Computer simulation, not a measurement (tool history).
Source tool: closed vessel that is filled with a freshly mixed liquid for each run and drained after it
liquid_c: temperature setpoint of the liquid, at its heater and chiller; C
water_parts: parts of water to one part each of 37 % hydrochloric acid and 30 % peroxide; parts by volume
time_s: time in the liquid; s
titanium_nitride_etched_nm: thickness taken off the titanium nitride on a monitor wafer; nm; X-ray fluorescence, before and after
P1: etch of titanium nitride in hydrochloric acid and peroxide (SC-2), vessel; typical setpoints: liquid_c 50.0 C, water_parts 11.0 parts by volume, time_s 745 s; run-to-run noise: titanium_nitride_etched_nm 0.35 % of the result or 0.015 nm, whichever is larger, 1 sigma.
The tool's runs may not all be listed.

run 1 hour=17.3 | liquid_c=50.0 water_parts=11.0 time_s=745 | titanium_nitride_etched_nm=9.19060
-- hour=19.9 new drum of peroxide connected
run 2 hour=31.5 | liquid_c=50.0 water_parts=19.0 time_s=745 | titanium_nitride_etched_nm=5.69030
run 3 hour=45.2 | liquid_c=50.0 water_parts=11.0 time_s=745 | titanium_nitride_etched_nm=9.19860
-- hour=54.0 thermometer replaced
run 4 hour=56.7 | liquid_c=63.0 water_parts=4.5 time_s=745 | titanium_nitride_etched_nm=42.24400
run 5 hour=70.0 | liquid_c=63.5 water_parts=11.0 time_s=745 | titanium_nitride_etched_nm=21.90600
run 6 hour=85.0 | liquid_c=56.5 water_parts=11.0 time_s=295 | titanium_nitride_etched_nm=5.59020
run 7 hour=94.8 | liquid_c=50.0 water_parts=11.0 time_s=745 | titanium_nitride_etched_nm=9.20700
run 8 hour=104.1 | liquid_c=50.0 water_parts=11.0 time_s=30 | titanium_nitride_etched_nm=0.38836
run 9 hour=114.5 | liquid_c=50.0 water_parts=11.0 time_s=1230 | titanium_nitride_etched_nm=15.21300
run 10 hour=128.3 | liquid_c=50.0 water_parts=15.5 time_s=325 | titanium_nitride_etched_nm=2.96260
run 11 hour=142.9 | liquid_c=50.0 water_parts=11.0 time_s=745 | titanium_nitride_etched_nm=9.17550
run 12 hour=150.8 | liquid_c=50.0 water_parts=4.0 time_s=745 | titanium_nitride_etched_nm=19.98300
run 13 hour=166.2 | liquid_c=36.5 water_parts=11.0 time_s=745 | titanium_nitride_etched_nm=3.58480
run 14 hour=177.4 | liquid_c=50.0 water_parts=11.0 time_s=745 | titanium_nitride_etched_nm=9.21090

Run 15 is up next; what results do you expect?
run 15 hour=190.9 | liquid_c=50.0 water_parts=11.0 time_s=745 | titanium_nitride_etched_nm=?

{"run 15": {"titanium_nitride_etched_nm": 9.4447}}
